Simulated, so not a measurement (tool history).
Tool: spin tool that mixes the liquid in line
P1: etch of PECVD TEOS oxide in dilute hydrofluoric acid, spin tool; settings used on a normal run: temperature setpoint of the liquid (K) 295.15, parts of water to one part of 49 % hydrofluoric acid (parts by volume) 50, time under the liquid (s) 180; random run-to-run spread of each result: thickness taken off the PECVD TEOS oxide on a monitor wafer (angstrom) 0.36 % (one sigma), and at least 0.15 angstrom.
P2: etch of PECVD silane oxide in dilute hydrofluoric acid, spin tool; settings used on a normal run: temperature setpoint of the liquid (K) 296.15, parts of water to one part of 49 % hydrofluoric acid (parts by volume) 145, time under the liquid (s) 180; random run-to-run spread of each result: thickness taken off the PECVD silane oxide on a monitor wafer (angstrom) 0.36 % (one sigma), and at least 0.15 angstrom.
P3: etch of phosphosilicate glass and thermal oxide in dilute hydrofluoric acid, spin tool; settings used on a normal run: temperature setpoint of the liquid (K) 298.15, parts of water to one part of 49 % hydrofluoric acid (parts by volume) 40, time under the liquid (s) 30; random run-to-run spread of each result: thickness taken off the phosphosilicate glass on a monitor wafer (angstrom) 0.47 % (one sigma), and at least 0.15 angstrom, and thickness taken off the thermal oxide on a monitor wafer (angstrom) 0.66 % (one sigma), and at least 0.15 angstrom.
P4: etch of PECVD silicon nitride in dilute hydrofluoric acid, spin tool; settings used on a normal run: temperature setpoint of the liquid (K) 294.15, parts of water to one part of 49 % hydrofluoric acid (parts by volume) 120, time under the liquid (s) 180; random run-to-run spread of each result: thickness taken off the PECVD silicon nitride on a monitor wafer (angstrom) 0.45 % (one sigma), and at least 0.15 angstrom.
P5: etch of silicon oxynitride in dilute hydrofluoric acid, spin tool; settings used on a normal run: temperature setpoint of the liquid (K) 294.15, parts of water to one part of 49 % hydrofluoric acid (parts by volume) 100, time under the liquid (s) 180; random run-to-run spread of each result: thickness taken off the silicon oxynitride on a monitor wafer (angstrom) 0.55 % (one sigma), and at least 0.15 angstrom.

run	hour	process that ran	temperature setpoint of the liquid (K)	parts of water to one part of 49 % hydrofluoric acid (parts by volume)	time under the liquid (s)	hours since the thermometer was replaced	hours since the hydrofluoric acid flow meter was replaced	thickness taken off the PECVD TEOS oxide on a monitor wafer (angstrom)	thickness taken off the phosphosilicate glass on a monitor wafer (angstrom)	thickness taken off the thermal oxide on a monitor wafer (angstrom)	thickness taken off the silicon oxynitride on a monitor wafer (angstrom)	thickness taken off the PECVD silicon nitride on a monitor wafer (angstrom)	thickness taken off the PECVD silane oxide on a monitor wafer (angstrom)
1	17.4	P1	295.15	50	180	736.8	261.8	303.710					
2	34.9	P1	295.15	50	180	754.3	279.3	305.130					
3	49.8	P1	295.15	50	290	769.2	294.2	485.660					
4	60.4	P3	303.65	40	30	779.8	304.8		814.16	55.587			
5	70.9	P3	298.15	75	30	790.3	315.3		336.02	22.871			
6	87.4	P5	294.15	155	180	806.8	331.8				23.001		
7	96.2	P1	290.15	50	180	815.6	340.6	246.670					
8	105.7	P1	295.15	50	180	825.1	350.1	302.840					
9	115.2	P4	300.15	120	180	834.6	359.6					67.9240	
10	128.8	P5	294.15	100	180	848.2	373.2				36.991		
11	140.0	P1	295.15	25	180	859.4	384.4	627.390					
12	157.8	P3	298.15	40	30	877.2	402.2		656.12	44.434			
13	171.7	P3	298.15	40	60	891.1	416.1		1310.60	88.086			
14	185.6	P1	295.15	50	180	905.0	430.0	304.390					
15	202.4	P2	296.15	35	180	921.8	446.8						819.01
16	219.9	P4	294.15	120	180	939.3	464.3					45.8930	
17	235.8	P1	295.15	30	15	955.2	480.2	43.601					
18	246.7	P1	295.15	50	180	966.1	491.1	303.370					
19	261.1	P2	296.15	145	320	980.5	505.5						307.33
20	269.9	P2	290.15	145	180	989.3	514.3						136.49
21	286.2	P4	294.15	120	15	1005.6	530.6					4.0955	
22	300.7	P1	295.15	50	75	1020.1	545.1	126.590					
23	309.9	P5	302.15	100	180	1029.3	554.3				53.680		
24	322.1	P5	294.15	100	355	1041.5	566.5				72.081		
25	331.2	P2	296.15	145	180	1050.6	575.6						172.72
26	344.2	P1	295.15	80	180	1063.6	588.6	183.580					
27	355.3	P1	295.15	50	180	1074.7	599.7	303.350					
28	364.5	P1	295.15	50	180	1083.9	608.9	305.620					
29	382.1	P1	302.15	50	180	1101.5	626.5	405.260					
30	395.7	P2	296.15	145	180	1115.1	640.1						172.73

What will run 31 give?
31	411.5	P4	294.15	20	180	1130.9	655.9					?	

thickness taken off the PECVD silicon nitride on a monitor wafer (angstrom): 261.5600
